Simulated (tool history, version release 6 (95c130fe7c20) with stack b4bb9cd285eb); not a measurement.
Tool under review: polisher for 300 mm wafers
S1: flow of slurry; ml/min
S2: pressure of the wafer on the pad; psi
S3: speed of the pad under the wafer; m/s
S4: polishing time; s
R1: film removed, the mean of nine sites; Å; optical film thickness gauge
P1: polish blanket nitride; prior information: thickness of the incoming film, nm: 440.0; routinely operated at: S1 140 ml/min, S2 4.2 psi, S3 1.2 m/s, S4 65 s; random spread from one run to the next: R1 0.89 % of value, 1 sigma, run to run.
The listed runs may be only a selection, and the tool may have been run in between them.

| run | hour | S1 | S2 | S3 | S4 | R1 |
|---|---|---|---|---|---|---|
| 1 | 6.6 | 140 | 4.2 | 1.2 | 65 | 1693.1 |
| 2 | 17.3 | 140 | 4.2 | 1.7 | 65 | 2226.2 |
| 3 | 25.7 | 140 | 4.2 | 1.2 | 65 | 1683.2 |
| 4 | 35 | 140 | 4.2 | 1.2 | 65 | 1681.2 |
| 5 | 42.9 | 140 | 4.2 | 1.2 | 65 | 1705.7 |
| 6 | 52.5 | 190 | 4.2 | 1.2 | 65 | 1761.9 |
| 7 | 59 | 205 | 5.8 | 1.2 | 65 | 2460.1 |
| 8 | 72.3 | 100 | 6.2 | 1.2 | 65 | 2337.3 |
| 9 | 78.9 | 85 | 4.2 | 1.2 | 65 | 1481.1 |
| 10 | 90.4 | 185 | 2.4 | 1.2 | 65 | 1004.7 |
| 11 | 102.4 | 140 | 4.2 | 1.2 | 44 | 1132.9 |
| 12 | 115.6 | 140 | 1.9 | 1.2 | 65 | 747.14 |
| 13 | 121.9 | 140 | 6.6 | 1.2 | 65 | 2626.7 |
| 14 | 128.6 | 140 | 4.2 | 0.56 | 65 | 911.59 |
| 15 | 139 | 140 | 4.2 | 1.2 | 98 | 2494.9 |
| 16 | 146.5 | 140 | 4.2 | 1.2 | 65 | 1670.5 |
| 17 | 158.3 | 140 | 4.2 | 1.2 | 65 | 1659 |

Run 18 is up next; what results do you expect?
| 18 | 166.5 | 140 | 4.2 | 1.2 | 65 | ? |

Run 18 gave R1 1634.8 Å.

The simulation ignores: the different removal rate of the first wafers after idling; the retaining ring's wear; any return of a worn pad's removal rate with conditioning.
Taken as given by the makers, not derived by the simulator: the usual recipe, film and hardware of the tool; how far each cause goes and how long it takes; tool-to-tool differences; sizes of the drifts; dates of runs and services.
